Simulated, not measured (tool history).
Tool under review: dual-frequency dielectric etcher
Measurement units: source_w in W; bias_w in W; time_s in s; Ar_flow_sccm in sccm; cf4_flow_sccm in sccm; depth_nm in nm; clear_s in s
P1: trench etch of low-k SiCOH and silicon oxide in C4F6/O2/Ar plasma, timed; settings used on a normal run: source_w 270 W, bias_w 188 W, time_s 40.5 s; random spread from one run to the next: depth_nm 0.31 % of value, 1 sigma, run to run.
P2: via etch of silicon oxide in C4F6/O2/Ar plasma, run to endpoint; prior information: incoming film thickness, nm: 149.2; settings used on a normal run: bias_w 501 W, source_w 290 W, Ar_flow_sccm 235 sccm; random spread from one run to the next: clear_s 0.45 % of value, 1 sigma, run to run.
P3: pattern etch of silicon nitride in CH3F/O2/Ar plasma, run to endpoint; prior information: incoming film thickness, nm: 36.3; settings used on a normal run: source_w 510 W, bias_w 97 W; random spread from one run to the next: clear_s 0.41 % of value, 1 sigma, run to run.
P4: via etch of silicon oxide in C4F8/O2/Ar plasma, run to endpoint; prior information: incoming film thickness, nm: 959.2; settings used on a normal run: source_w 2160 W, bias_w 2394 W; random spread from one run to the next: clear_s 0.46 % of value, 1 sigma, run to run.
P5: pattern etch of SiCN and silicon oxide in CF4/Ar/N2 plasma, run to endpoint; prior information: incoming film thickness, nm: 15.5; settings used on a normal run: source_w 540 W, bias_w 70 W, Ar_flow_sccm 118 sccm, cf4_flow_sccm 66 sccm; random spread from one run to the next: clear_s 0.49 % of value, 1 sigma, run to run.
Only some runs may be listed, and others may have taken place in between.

run,day,process,source_w,bias_w,time_s,Ar_flow_sccm,cf4_flow_sccm,hours since the last wet clean,hours since the last source power generator calibration,hours since the last bias power generator calibration,depth_nm,clear_s
1,0.496,P1,270,188,40.5,,,187.5,618.3,1100,113.51,
2,0.862,P1,180,188,27.5,,,196.3,627.1,1108.8,66.198,
3,1.162,P5,540,70,,91,66,203.5,634.3,1116,,15.129
4,1.521,P1,270,188,40.5,,,212.1,642.9,1124.6,113.6,
5,2.046,P1,270,188,23,,,224.7,655.5,1137.2,64.7,
6,2.604,P5,540,70,,118,66,238.1,668.9,1150.6,,15.934
7,2.912,P3,510,62,,,,245.5,676.3,1158,,49.829
8,3.404,P1,270,188,40.5,,,257.3,688.1,1169.8,113.68,
9,3.962,P2,380,501,,235,,270.7,701.5,1183.2,,31.755
10,4.258,P1,270,188,40.5,,,277.8,708.6,1190.3,113.91,
11,4.55,P2,290,501,,154,,284.8,715.6,1197.3,,33.429
12,4.875,P4,2920,2394,,,,292.6,723.4,1205.1,,155.95
13,5.229,P1,270,230,40.5,,,301.1,731.9,1213.6,121.95,
14,5.779,P1,270,188,40.5,,,314.3,745.1,1226.8,114.28,
15,6.192,P3,330,97,,,,324.2,755,1236.7,,50.395
16,6.667,P2,290,501,,235,,335.6,766.4,1248.1,,35.456
17,6.967,P1,180,188,40.5,,,342.8,773.6,1255.3,97.159,
18,7.438,P1,270,188,55,,,354.1,784.9,1266.6,154.83,
19,7.796,P1,370,188,40.5,,,362.7,793.5,1275.2,128.67,
20,8.217,P5,540,88,,118,66,372.8,803.6,1285.3,,14.663
21,8.754,P2,290,337,,235,,385.7,816.5,1298.2,,40.775
22,9.15,P3,510,97,,,,395.2,826,1307.7,,43.056
23,9.633,P4,2160,1540,,,,406.8,837.6,1319.3,,198.42
24,10.05,P1,350,128,40.5,,,416.8,847.6,1329.3,111.55,
25,10.492,P4,2160,2394,,,,427.4,858.2,1339.9,,175.31
# day 10.746: source power generator calibrated
26,10.992,P4,2160,2394,,,,439.4,5.9,1351.9,,174.12
27,11.317,P5,370,70,,118,66,447.2,13.7,1359.7,,22.091
28,11.775,P3,510,97,,,,458.2,24.7,1370.7,,43.289
29,12.142,P1,170,248,40.5,,,467,33.5,1379.5,104.93,
30,12.438,P1,270,139,40.5,,,474.1,40.6,1386.6,103.9,
31,12.954,P5,540,70,,118,42,486.5,53,1399,,17.049
32,13.483,P1,270,188,40.5,,,499.2,65.7,1411.7,113.89,
33,13.971,P1,270,188,40.5,,,510.9,77.4,1423.4,113.39,
34,14.267,P1,270,188,40.5,,,518,84.5,1430.5,112.04,
35,14.833,P1,270,188,40.5,,,531.6,98.1,1444.1,112.9,
# day 15.238: wet clean of the chamber
36,15.421,P1,270,188,40.5,,,4.5,112.2,1458.2,112.2,
37,15.783,P1,270,188,40.5,,,13.2,120.9,1466.9,112.38,
38,16.104,P1,270,188,40.5,,,20.9,128.6,1474.6,111.93,
39,16.362,P1,270,188,40.5,,,27.1,134.8,1480.8,112.23,

Something has made what P1 gives creep away from where it was; the 2 causes below, each at its own stated size, fit the log equally well:
A: bias power that arrives under what is set, % = 4.68
B: source power that arrives under what is set, % = 3.98
The onset of the drift is placed at about day 13.483.
What rules out each remaining cause:
chamber walls in a state that lowers the etch rate, %: maintenance at day 15.238, after the shift began, did not return the process to its former output

Which of the check runs below tells the causes apart, meaning the causes would give it clearly different results? Each run uses 3 wafers whose results are averaged, and each result is shown as a question mark.
check 1,16.621,P5,540,70,,94,66,,,,,?
check 2,16.621,P2,290,501,,197,,,,,,?
check 3,16.621,P4,2740,1980,,,,,,,,?
check 4,16.621,P3,510,62,,,,,,,,?

Expected result of each check under each candidate cause:
check,result,if A,if B
check 1,clear_s,15.532,15.849
check 2,clear_s,35.283,35.168
check 3,clear_s,170.29,170.81
check 4,clear_s,50.852,50.863
Distance between the nearest two causes, measured in the result of the check that separates them most: check 1 2.02 %; check 2 0.33 %; check 3 0.31 %; check 4 0.02 %
Only check 1 tells the causes apart: in the others they would give nearly the same result.

After running check 1, the following was obtained: clear_s 15.886 s. Which cause does this point to?

The correct cause is B, namely: source power that arrives under what is set, %.

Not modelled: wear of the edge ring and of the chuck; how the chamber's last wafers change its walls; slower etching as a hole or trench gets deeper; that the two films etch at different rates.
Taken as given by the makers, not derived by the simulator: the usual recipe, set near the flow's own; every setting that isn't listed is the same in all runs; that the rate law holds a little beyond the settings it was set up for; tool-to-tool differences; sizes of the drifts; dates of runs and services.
